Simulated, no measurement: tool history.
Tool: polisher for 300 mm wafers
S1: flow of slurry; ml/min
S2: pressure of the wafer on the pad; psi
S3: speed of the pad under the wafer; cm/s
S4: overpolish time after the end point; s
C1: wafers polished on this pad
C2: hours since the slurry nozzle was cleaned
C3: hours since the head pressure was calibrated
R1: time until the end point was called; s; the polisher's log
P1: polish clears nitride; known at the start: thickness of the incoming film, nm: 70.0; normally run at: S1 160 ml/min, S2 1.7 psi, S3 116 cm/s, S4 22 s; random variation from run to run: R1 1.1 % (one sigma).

run,hour,S1,S2,S3,S4,C1,C2,C3,R1
1,4.4,160,1.7,116,22,865,471,971.4,115.6
2,11.3,95,1.7,116,22,914,477.9,978.3,128.18
3,14.7,160,1.7,180,22,937,481.3,981.7,73.399
4,18.6,160,1.7,56,22,965,485.2,985.6,241.5
5,22.7,160,1.7,116,22,993,489.3,989.7,116.51
6,26.4,160,1.7,116,38,1019,493,993.4,115.28
7,33.8,160,0.8,86,22,1071,500.4,1000.8,329.24
8,38.5,235,1.7,116,22,1104,505.1,1005.5,110.96
# hour 39.3: head pressure recalibrated
9,42.3,215,1.7,64,22,1130,508.9,3.1,202.32
10,46.6,160,1.7,116,22,1160,513.2,7.4,114.27
11,53.5,160,1.7,116,22,1209,520.1,14.3,113.78
12,59.4,160,1.7,116,22,1250,526,20.2,114.47
13,66.3,160,1,116,22,1298,532.9,27.1,195.93
14,73.2,160,1.7,116,22,1347,539.8,34,114.45
15,80.4,160,2.7,116,22,1397,547,41.2,72.014
16,86.5,160,1.7,116,7,1440,553.1,47.3,116.85
17,89.8,160,1.7,116,22,1463,556.4,50.6,116.28
18,93.5,160,1.7,116,22,1488,560.1,54.3,118.91
19,99,160,1.7,116,22,1527,565.6,59.8,121.42
# hour 100.2: head pressure recalibrated
20,103.7,160,1.7,116,22,1560,570.3,3.5,124.98
21,107.7,160,1.7,116,22,1588,574.3,7.5,124.09
22,112.2,160,1.7,116,22,1619,578.8,12,125.39
23,118.7,160,1.7,116,22,1665,585.3,18.5,126.58

What P1 gives has crept away from where it was. These 2 causes fit the log equally well, each at the size given:
A: slurry flow missing at the pad, % = 36.1
B: removal rate lost through wear of the pad, % = 8.59
The creep began at about hour 89.8.
Why every other cause is out:
head's pressure below its setpoint, %: serviced at hour 100.2, which brought nothing back

4 check runs are offered, each on 3 wafers whose results are averaged, their results left as question marks. Which one tells the causes apart?
check 1,125.2,160,1.7,60,11,,,,?
check 2,125.2,160,1.2,174,22,,,,?
check 3,125.2,160,2.6,116,22,,,,?
check 4,125.2,95,1.7,154,22,,,,?

What each check would give under each cause:
check,result,if A,if B
check 1,R1,243.02,243.02
check 2,R1,118.72,118.72
check 3,R1,82.19,82.19
check 4,R1,111.16,105.52
How far apart the two closest causes lie, in the result that separates them most: check 1 0 %; check 2 0 %; check 3 0 %; check 4 5.21 %
Only check 4 tells the causes apart: in the others they would give nearly the same result.

Check 4 was then run and gave: R1 105.49 s. Which cause is it?

It is B: removal rate lost through wear of the pad, %.

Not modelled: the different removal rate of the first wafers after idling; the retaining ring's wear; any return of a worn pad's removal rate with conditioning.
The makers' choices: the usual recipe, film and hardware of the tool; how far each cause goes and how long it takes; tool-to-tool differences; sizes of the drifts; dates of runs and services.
